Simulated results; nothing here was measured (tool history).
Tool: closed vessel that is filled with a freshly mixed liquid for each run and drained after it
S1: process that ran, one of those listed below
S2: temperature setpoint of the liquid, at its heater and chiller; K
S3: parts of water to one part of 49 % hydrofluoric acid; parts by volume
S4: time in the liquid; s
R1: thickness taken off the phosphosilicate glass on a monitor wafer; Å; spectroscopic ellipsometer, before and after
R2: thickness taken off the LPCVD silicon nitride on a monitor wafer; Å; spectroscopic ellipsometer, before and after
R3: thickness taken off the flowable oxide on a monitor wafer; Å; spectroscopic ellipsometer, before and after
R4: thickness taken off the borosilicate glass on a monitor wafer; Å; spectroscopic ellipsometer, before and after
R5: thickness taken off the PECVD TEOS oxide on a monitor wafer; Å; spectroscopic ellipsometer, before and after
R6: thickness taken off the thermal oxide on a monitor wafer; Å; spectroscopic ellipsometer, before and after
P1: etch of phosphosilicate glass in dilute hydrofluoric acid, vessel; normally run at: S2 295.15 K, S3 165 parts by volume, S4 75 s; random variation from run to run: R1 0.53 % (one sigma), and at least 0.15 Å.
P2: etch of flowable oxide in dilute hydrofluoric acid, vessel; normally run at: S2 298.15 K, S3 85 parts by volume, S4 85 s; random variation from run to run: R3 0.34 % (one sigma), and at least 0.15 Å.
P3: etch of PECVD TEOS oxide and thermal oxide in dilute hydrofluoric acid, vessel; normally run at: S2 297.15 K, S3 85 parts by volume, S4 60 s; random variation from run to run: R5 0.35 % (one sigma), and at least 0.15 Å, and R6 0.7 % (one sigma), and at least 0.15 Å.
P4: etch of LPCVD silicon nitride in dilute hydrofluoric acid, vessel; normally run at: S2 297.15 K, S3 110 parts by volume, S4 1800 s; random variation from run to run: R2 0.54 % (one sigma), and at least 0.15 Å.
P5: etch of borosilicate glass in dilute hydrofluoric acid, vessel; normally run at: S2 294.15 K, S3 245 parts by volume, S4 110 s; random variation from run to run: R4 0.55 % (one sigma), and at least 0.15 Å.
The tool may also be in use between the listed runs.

{"run": 1, "hour": 5.9, "S1": "P1", "S2": 295.15, "S3": 165, "S4": 75, "R1": 235.41}
{"run": 2, "hour": 12.5, "S1": "P4", "S2": 297.15, "S3": 110, "S4": 1800, "R2": 73.815}
{"run": 3, "hour": 16.3, "S1": "P2", "S2": 298.15, "S3": 85, "S4": 160, "R3": 519.14}
{"run": 4, "hour": 20.4, "S1": "P4", "S2": 290.15, "S3": 110, "S4": 1800, "R2": 46.62}
{"run": 5, "hour": 27.3, "S1": "P1", "S2": 291.15, "S3": 165, "S4": 75, "R1": 199.95}
{"run": 6, "hour": 33.6, "S1": "P5", "S2": 294.15, "S3": 245, "S4": 165, "R4": 246.9}
{"run": 7, "hour": 40.1, "S1": "P1", "S2": 295.15, "S3": 165, "S4": 75, "R1": 234.74}
{"run": 8, "hour": 47.0, "S1": "P2", "S2": 298.15, "S3": 130, "S4": 85, "R3": 171.22}
{"run": 9, "hour": 51.0, "S1": "P1", "S2": 301.65, "S3": 165, "S4": 75, "R1": 299.19}
{"run": 10, "hour": 56.2, "S1": "P1", "S2": 295.15, "S3": 55, "S4": 75, "R1": 808.89}
{"run": 11, "hour": 61.0, "S1": "P5", "S2": 301.15, "S3": 245, "S4": 110, "R4": 208.15}
{"run": 12, "hour": 64.7, "S1": "P1", "S2": 295.15, "S3": 165, "S4": 145, "R1": 452.7}
{"run": 13, "hour": 68.2, "S1": "P4", "S2": 297.15, "S3": 190, "S4": 1800, "R2": 43.368}
{"run": 14, "hour": 72.0, "S1": "P5", "S2": 294.15, "S3": 445, "S4": 110, "R4": 74.899}
{"run": 15, "hour": 77.9, "S1": "P3", "S2": 297.15, "S3": 85, "S4": 30, "R5": 73.392, "R6": 16.562}
{"run": 16, "hour": 82.7, "S1": "P1", "S2": 295.15, "S3": 165, "S4": 75, "R1": 235.62}
{"run": 17, "hour": 86.4, "S1": "P5", "S2": 294.15, "S3": 245, "S4": 110, "R4": 162.85}
{"run": 18, "hour": 91.2, "S1": "P2", "S2": 292.15, "S3": 85, "S4": 85, "R3": 215.12}
{"run": 19, "hour": 94.8, "S1": "P3", "S2": 302.15, "S3": 85, "S4": 60, "R5": 178.42, "R6": 40.587}
{"hour": 95.1, "done": "hydrofluoric acid flow meter replaced"}
{"run": 20, "hour": 98.6, "S1": "P1", "S2": 295.15, "S3": 165, "S4": 75, "R1": 236.1}
{"run": 21, "hour": 105.5, "S1": "P5", "S2": 294.15, "S3": 245, "S4": 110, "R4": 162.04}
{"run": 22, "hour": 112.7, "S1": "P2", "S2": 298.15, "S3": 85, "S4": 85, "R3": 276.3}
{"run": 23, "hour": 120.3, "S1": "P4", "S2": 297.15, "S3": 110, "S4": 1800, "R2": 74.487}
{"run": 24, "hour": 123.6, "S1": "P1", "S2": 295.15, "S3": 165, "S4": 30, "R1": 94.164}

The next listed run, before its measurement:
{"run": 25, "hour": 131.1, "S1": "P3", "S2": 297.15, "S3": 55, "S4": 60, "R5": "?", "R6": "?"}

Run 25 gave R5 236.370 Å, R6 53.677 Å.

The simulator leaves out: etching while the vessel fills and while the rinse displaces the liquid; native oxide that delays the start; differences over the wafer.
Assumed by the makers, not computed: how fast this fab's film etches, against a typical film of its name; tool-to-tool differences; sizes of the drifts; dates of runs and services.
